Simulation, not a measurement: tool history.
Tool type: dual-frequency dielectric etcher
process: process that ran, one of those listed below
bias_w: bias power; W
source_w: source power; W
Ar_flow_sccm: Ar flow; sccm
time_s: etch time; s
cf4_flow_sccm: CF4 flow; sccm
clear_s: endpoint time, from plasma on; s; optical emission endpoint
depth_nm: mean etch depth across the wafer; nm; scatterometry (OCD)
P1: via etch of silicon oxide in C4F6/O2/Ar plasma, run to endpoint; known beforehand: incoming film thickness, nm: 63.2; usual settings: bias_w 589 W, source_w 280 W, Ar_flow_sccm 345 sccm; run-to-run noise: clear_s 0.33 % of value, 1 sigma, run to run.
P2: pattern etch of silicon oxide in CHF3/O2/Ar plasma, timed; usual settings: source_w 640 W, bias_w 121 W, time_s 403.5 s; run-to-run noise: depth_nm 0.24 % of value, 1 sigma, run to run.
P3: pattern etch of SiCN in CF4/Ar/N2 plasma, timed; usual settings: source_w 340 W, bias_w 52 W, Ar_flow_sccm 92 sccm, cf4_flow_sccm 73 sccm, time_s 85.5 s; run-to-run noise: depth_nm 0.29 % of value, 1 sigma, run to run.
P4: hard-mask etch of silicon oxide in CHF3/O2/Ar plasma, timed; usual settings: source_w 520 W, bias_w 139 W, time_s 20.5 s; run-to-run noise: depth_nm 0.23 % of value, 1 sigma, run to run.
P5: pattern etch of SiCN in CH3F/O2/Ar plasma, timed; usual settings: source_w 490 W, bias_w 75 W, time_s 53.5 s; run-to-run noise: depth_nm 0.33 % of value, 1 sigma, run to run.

{"run": 1, "day": 0.692, "process": "P1", "bias_w": 589, "source_w": 280, "Ar_flow_sccm": 345, "clear_s": 14.883}
{"run": 2, "day": 1.204, "process": "P2", "bias_w": 121, "source_w": 640, "time_s": 403.5, "depth_nm": 723.05}
{"run": 3, "day": 1.575, "process": "P4", "bias_w": 89, "source_w": 520, "time_s": 20.5, "depth_nm": 30.923}
{"run": 4, "day": 2.171, "process": "P5", "bias_w": 106, "source_w": 490, "time_s": 53.5, "depth_nm": 24.655}
{"run": 5, "day": 2.771, "process": "P2", "bias_w": 78, "source_w": 640, "time_s": 403.5, "depth_nm": 633.27}
{"run": 6, "day": 3.158, "process": "P5", "bias_w": 75, "source_w": 670, "time_s": 53.5, "depth_nm": 24.388}
{"run": 7, "day": 3.733, "process": "P3", "bias_w": 52, "source_w": 340, "Ar_flow_sccm": 74, "time_s": 85.5, "cf4_flow_sccm": 73, "depth_nm": 53.833}
{"run": 8, "day": 4.454, "process": "P1", "bias_w": 705, "source_w": 280, "Ar_flow_sccm": 345, "clear_s": 14.009}
{"run": 9, "day": 5.029, "process": "P3", "bias_w": 35, "source_w": 340, "Ar_flow_sccm": 92, "time_s": 85.5, "cf4_flow_sccm": 73, "depth_nm": 46.361}
{"run": 10, "day": 5.808, "process": "P1", "bias_w": 589, "source_w": 280, "Ar_flow_sccm": 345, "clear_s": 14.82}
{"run": 11, "day": 6.342, "process": "P1", "bias_w": 589, "source_w": 280, "Ar_flow_sccm": 345, "clear_s": 14.863}
{"run": 12, "day": 6.992, "process": "P1", "bias_w": 589, "source_w": 280, "Ar_flow_sccm": 345, "clear_s": 14.884}
{"run": 13, "day": 7.429, "process": "P2", "bias_w": 121, "source_w": 640, "time_s": 522.5, "depth_nm": 932.74}
{"run": 14, "day": 8.038, "process": "P5", "bias_w": 75, "source_w": 490, "time_s": 53.5, "depth_nm": 21.697}
{"run": 15, "day": 8.662, "process": "P4", "bias_w": 139, "source_w": 520, "time_s": 20.5, "depth_nm": 35.325}
{"run": 16, "day": 9.15, "process": "P1", "bias_w": 589, "source_w": 280, "Ar_flow_sccm": 225, "clear_s": 14.223}
{"run": 17, "day": 9.567, "process": "P1", "bias_w": 451, "source_w": 280, "Ar_flow_sccm": 239, "clear_s": 15.878}
{"run": 18, "day": 10.229, "process": "P3", "bias_w": 52, "source_w": 340, "Ar_flow_sccm": 92, "time_s": 112.5, "cf4_flow_sccm": 73, "depth_nm": 68.58}
{"run": 19, "day": 10.646, "process": "P4", "bias_w": 139, "source_w": 690, "time_s": 20.5, "depth_nm": 39.425}
{"run": 20, "day": 11.342, "process": "P4", "bias_w": 139, "source_w": 520, "time_s": 11.5, "depth_nm": 19.893}
{"run": 21, "day": 11.779, "process": "P1", "bias_w": 452, "source_w": 280, "Ar_flow_sccm": 345, "clear_s": 16.42}
{"run": 22, "day": 12.35, "process": "P1", "bias_w": 589, "source_w": 220, "Ar_flow_sccm": 345, "clear_s": 16.281}
{"run": 23, "day": 12.8, "process": "P2", "bias_w": 121, "source_w": 640, "time_s": 403.5, "depth_nm": 719.2}
{"run": 24, "day": 13.458, "process": "P1", "bias_w": 589, "source_w": 280, "Ar_flow_sccm": 425, "clear_s": 15.168}
{"run": 25, "day": 14.121, "process": "P3", "bias_w": 52, "source_w": 340, "Ar_flow_sccm": 92, "time_s": 85.5, "cf4_flow_sccm": 101, "depth_nm": 54.833}
{"run": 26, "day": 14.588, "process": "P1", "bias_w": 589, "source_w": 280, "Ar_flow_sccm": 345, "clear_s": 14.836}
{"run": 27, "day": 14.988, "process": "P5", "bias_w": 75, "source_w": 490, "time_s": 78.5, "depth_nm": 31.998}

Predict the results of run 28:
{"run": 28, "day": 15.358, "process": "P1", "bias_w": 589, "source_w": 350, "Ar_flow_sccm": 345, "clear_s": "?"}

Logged for run 28: clear_s 13.707 s.

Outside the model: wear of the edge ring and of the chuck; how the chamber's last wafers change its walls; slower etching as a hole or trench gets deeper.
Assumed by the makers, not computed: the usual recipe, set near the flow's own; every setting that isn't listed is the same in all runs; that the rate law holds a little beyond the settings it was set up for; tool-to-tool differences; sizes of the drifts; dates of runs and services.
